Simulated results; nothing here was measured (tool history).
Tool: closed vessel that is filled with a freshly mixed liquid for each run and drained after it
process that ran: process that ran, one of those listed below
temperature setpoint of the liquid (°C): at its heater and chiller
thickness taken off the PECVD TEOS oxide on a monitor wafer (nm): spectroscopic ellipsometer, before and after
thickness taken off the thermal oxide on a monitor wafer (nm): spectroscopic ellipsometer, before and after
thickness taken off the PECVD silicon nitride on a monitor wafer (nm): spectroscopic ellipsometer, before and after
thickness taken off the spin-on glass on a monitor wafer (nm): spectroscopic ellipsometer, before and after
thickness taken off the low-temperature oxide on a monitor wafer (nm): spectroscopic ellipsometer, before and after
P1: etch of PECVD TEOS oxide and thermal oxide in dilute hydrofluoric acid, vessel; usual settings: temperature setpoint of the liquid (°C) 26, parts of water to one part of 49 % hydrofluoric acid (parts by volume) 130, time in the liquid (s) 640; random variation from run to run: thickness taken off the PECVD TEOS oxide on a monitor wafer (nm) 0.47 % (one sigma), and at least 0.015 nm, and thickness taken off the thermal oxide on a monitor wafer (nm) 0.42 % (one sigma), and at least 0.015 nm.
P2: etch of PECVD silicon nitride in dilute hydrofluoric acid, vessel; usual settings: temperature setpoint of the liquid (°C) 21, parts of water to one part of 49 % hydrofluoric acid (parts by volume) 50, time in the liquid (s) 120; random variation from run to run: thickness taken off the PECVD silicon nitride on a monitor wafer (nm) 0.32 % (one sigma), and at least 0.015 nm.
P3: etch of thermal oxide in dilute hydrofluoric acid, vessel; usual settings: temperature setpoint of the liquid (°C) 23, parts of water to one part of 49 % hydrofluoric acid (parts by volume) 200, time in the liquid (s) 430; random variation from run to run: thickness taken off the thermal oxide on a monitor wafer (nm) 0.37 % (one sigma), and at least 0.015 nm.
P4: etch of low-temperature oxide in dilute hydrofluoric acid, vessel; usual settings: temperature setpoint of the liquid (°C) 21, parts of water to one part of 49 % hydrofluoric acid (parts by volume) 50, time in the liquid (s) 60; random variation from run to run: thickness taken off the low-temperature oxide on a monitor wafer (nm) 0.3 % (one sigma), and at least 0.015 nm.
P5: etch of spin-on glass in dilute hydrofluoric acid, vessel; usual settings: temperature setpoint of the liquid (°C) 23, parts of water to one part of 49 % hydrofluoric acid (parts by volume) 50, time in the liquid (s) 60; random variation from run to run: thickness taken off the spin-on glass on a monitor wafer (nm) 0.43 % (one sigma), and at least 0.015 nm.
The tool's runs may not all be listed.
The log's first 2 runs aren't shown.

run	hour	process that ran	temperature setpoint of the liquid (°C)	parts of water to one part of 49 % hydrofluoric acid (parts by volume)	time in the liquid (s)	thickness taken off the PECVD TEOS oxide on a monitor wafer (nm)	thickness taken off the thermal oxide on a monitor wafer (nm)	thickness taken off the PECVD silicon nitride on a monitor wafer (nm)	thickness taken off the spin-on glass on a monitor wafer (nm)	thickness taken off the low-temperature oxide on a monitor wafer (nm)
3	31	P5	23	50	60				40.094	
4	43.5	P3	23	75	430		26.327			
5	57.1	P4	21	90	60					21.193
6	69.2	P4	17	50	60					33.821
7	79.2	P3	23	200	430		8.6551			
8	90.6	P2	21	20	120			15.673		
9	99	P1	26	130	640	42.385	24.212			
10	111.6	P1	26	130	640	42.548	24.378			
11	117.8	P5	23	50	110				73.585	
12	129.1	P1	30	130	990	75.522	43.539			
13	143	P1	26	130	1200	79.58	45.583			
# hour 147.4: thermometer replaced
14	155.1	P1	33.5	130	640	55.843	31.91			
15	162.4	P3	23	200	430		8.6819			
16	173.1	P1	26	130	640	42.158	24.279			
17	182.1	P4	21	50	60					39.845
18	191.1	P2	21	50	120			6.479		
19	204.9	P4	21	50	30					19.947
20	215.3	P2	21	50	120			6.5019		
21	226.2	P1	26	205	640	24.5	14.077			
22	232.3	P1	19.5	130	640	32.73	18.869			

The next listed run, before its measurement:
23	240.2	P1	26	75	640	?	?			

thickness taken off the PECVD TEOS oxide on a monitor wafer (nm): 78.621
thickness taken off the thermal oxide on a monitor wafer (nm): 44.743

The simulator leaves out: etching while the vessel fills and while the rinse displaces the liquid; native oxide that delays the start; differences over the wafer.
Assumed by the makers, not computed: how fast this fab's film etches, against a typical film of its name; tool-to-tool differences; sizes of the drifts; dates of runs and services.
